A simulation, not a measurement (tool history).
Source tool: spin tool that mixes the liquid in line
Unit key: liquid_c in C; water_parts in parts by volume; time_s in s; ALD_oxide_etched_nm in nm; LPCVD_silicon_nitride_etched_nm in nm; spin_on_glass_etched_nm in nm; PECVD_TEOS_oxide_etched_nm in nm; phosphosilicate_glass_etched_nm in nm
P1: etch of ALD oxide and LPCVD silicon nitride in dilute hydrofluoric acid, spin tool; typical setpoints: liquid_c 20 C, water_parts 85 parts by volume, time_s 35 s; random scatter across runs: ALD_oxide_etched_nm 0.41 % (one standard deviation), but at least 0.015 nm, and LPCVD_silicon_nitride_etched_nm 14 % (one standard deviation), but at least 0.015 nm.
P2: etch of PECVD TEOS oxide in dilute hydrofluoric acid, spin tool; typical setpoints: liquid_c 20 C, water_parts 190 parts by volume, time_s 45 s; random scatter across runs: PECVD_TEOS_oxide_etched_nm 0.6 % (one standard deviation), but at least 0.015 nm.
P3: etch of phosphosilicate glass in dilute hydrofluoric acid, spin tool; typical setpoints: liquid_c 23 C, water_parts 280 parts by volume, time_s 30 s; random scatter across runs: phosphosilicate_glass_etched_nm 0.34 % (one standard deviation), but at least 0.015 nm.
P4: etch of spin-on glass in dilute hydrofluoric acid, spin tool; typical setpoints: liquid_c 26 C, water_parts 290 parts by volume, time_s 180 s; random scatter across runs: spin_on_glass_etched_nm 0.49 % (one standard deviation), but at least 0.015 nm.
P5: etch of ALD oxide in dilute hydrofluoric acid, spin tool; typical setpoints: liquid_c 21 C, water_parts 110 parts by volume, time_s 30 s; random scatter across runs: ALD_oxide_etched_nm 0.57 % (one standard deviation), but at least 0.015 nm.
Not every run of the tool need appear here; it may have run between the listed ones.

| run | hour | process | liquid_c | water_parts | time_s | hours since the thermometer was replaced | hours since the hydrofluoric acid flow meter was replaced | ALD_oxide_etched_nm | LPCVD_silicon_nitride_etched_nm | spin_on_glass_etched_nm | PECVD_TEOS_oxide_etched_nm | phosphosilicate_glass_etched_nm |
|---|---|---|---|---|---|---|---|---|---|---|---|---|
| 1 | 2.1 | P1 | 20 | 85 | 35 | 211.3 | 313.4 | 5.2073 | 0.16864 |  |  |  |
| 2 | 4.5 | P4 | 26 | 290 | 300 | 213.7 | 315.8 |  |  | 30.377 |  |  |
| 3 | 6.5 | P1 | 20 | 150 | 35 | 215.7 | 317.8 | 2.7767 | 0.11028 |  |  |  |
| 4 | 8.4 | P2 | 20 | 50 | 45 | 217.6 | 319.7 |  |  |  | 18.098 |  |
| 5 | 11.6 | P4 | 26 | 290 | 180 | 220.8 | 322.9 |  |  | 18.127 |  |  |
| 6 | 13.9 | P5 | 21 | 35 | 30 | 223.1 | 325.2 | 25.94 |  |  |  |  |
| 7 | 17.4 | P5 | 17 | 110 | 30 | 226.6 | 328.7 | 6.4348 |  |  |  |  |
| 8 | 19.2 | P1 | 20 | 20 | 35 | 228.4 | 330.5 | 24.098 | 0.74415 |  |  |  |
| 9 | 22.1 | P1 | 20 | 85 | 35 | 231.3 | 333.4 | 5.2779 | 0.19303 |  |  |  |
| 10 | 25.1 | P1 | 26 | 85 | 35 | 234.3 | 336.4 | 6.6916 | 0.29222 |  |  |  |
| 11 | 29 | P3 | 23 | 280 | 55 | 238.2 | 340.3 |  |  |  |  | 13.445 |
| 12 | 31.5 | P5 | 21 | 110 | 30 | 240.7 | 342.8 | 7.6236 |  |  |  |  |
| 13 | 34.5 | P1 | 24.5 | 125 | 35 | 243.7 | 345.8 | 4.0864 | 0.13643 |  |  |  |
| 14 | 38 | P3 | 23 | 280 | 30 | 247.2 | 349.3 |  |  |  |  | 7.4132 |
| 15 | 41.6 | P3 | 23 | 60 | 30 | 250.8 | 352.9 |  |  |  |  | 43.584 |
| 16 | 44.7 | P3 | 29 | 280 | 30 | 253.9 | 356 |  |  |  |  | 9.0582 |
| 17 | 47.9 | P2 | 27.5 | 190 | 45 | 257.1 | 359.2 |  |  |  | 5.3231 |  |
| 18 | 49.8 | P2 | 20 | 190 | 80 | 259 | 361.1 |  |  |  | 7.1889 |  |
| 19 | 52.9 | P5 | 21 | 110 | 30 | 262.1 | 364.2 | 7.5897 |  |  |  |  |
| 20 | 55.7 | P3 | 23 | 280 | 30 | 264.9 | 367 |  |  |  |  | 7.3709 |
| 21 | 59.3 | P4 | 33.5 | 290 | 180 | 268.5 | 370.6 |  |  | 23.321 |  |  |
| 22 | 62 | P4 | 26 | 290 | 180 | 271.2 | 373.3 |  |  | 18.157 |  |  |
| 23 | 65.5 | P1 | 17 | 85 | 35 | 274.7 | 376.8 | 4.6161 | 0.16416 |  |  |  |
| 24 | 69.2 | P1 | 20 | 85 | 15 | 278.4 | 380.5 | 2.2425 | 0.057883 |  |  |  |
| 25 | 72.5 | P4 | 26 | 470 | 180 | 281.7 | 383.8 |  |  | 9.4771 |  |  |
| 26 | 74.6 | P1 | 20 | 85 | 50 | 283.8 | 385.9 | 7.5288 | 0.28523 |  |  |  |
| 27 | 77.5 | P1 | 20 | 85 | 35 | 286.7 | 388.8 | 5.2455 | 0.18967 |  |  |  |
| 28 | 81.2 | P5 | 21 | 110 | 15 | 290.4 | 392.5 | 3.8152 |  |  |  |  |
| 29 | 84.6 | P2 | 20 | 190 | 45 | 293.8 | 395.9 |  |  |  | 4.0544 |  |
| 30 | 87.6 | P1 | 20 | 85 | 35 | 296.8 | 398.9 | 5.277 | 0.1729 |  |  |  |
| 31 | 91.5 | P1 | 20 | 85 | 35 | 300.7 | 402.8 | 5.2683 | 0.18013 |  |  |  |
| 32 | 95.7 | P1 | 20 | 85 | 35 | 304.9 | 407 | 5.3021 | 0.14388 |  |  |  |
| 33 | 99.2 | P1 | 20 | 85 | 35 | 308.4 | 410.5 | 5.1175 | 0.11722 |  |  |  |
| 34 | 102 | P1 | 20 | 85 | 35 | 311.2 | 413.3 | 5.0763 | 0.15326 |  |  |  |
| 35 | 105.3 | P1 | 20 | 85 | 35 | 314.5 | 416.6 | 5.0346 | 0.16584 |  |  |  |
| 36 | 107.7 | P1 | 20 | 85 | 35 | 316.9 | 419 | 4.9582 | 0.19325 |  |  |  |
| 37 | 111 | P1 | 20 | 85 | 35 | 320.2 | 422.3 | 4.96 | 0.12915 |  |  |  |
| 38 | 114.5 | P1 | 20 | 85 | 35 | 323.7 | 425.8 | 4.9501 | 0.14133 |  |  |  |
| 39 | 117.6 | P1 | 20 | 85 | 35 | 326.8 | 428.9 | 4.9221 | 0.16355 |  |  |  |
| 40 | 121.3 | P1 | 20 | 85 | 35 | 330.5 | 432.6 | 4.9383 | 0.17069 |  |  |  |

The output of P1 has drifted from where it used to be. Each of the 2 causes below, taken at the size shown beside it, accounts for the log equally well:
A: hydrofluoric acid flow below the setpoint (%) = 5.35
B: liquid colder than its thermometer reads (K) = 1.45
The onset of the drift is placed at about hour 95.7.

Each of the 4 check runs below uses one wafer; its results are left as question marks. Which run tells the causes apart?
| check 1 | 125 | P2 | 20 | 190 | 75 |  |  |  |  |  | ? |  |
| check 2 | 125 | P5 | 17 | 110 | 15 |  |  | ? |  |  |  |  |
| check 3 | 125 | P3 | 23 | 65 | 30 |  |  |  |  |  |  | ? |
| check 4 | 125 | P4 | 33.5 | 410 | 180 |  |  |  |  | ? |  |  |

What every check run would give for each of its results, assuming each possible cause in turn:
| check | result | if A | if B |
|---|---|---|---|
| check 1 | PECVD_TEOS_oxide_etched_nm | 6.3353 | 6.3914 |
| check 2 | ALD_oxide_etched_nm | 3.0261 | 3.0265 |
| check 3 | phosphosilicate_glass_etched_nm | 37.835 | 37.825 |
| check 4 | spin_on_glass_etched_nm | 13.303 | 13.806 |
Separation of the two closest causes in each check, using whichever result separates them best: check 1 0.88 %; check 2 0.01 %; check 3 0.03 %; check 4 3.71 %
Only in check 4 would the causes give clearly different results; in the remaining checks their results would be nearly the same.

Then check 4 was run and gave: spin_on_glass_etched_nm 13.831 nm. Which cause is it?

Of the candidate causes, it is B: liquid colder than its thermometer reads (K).
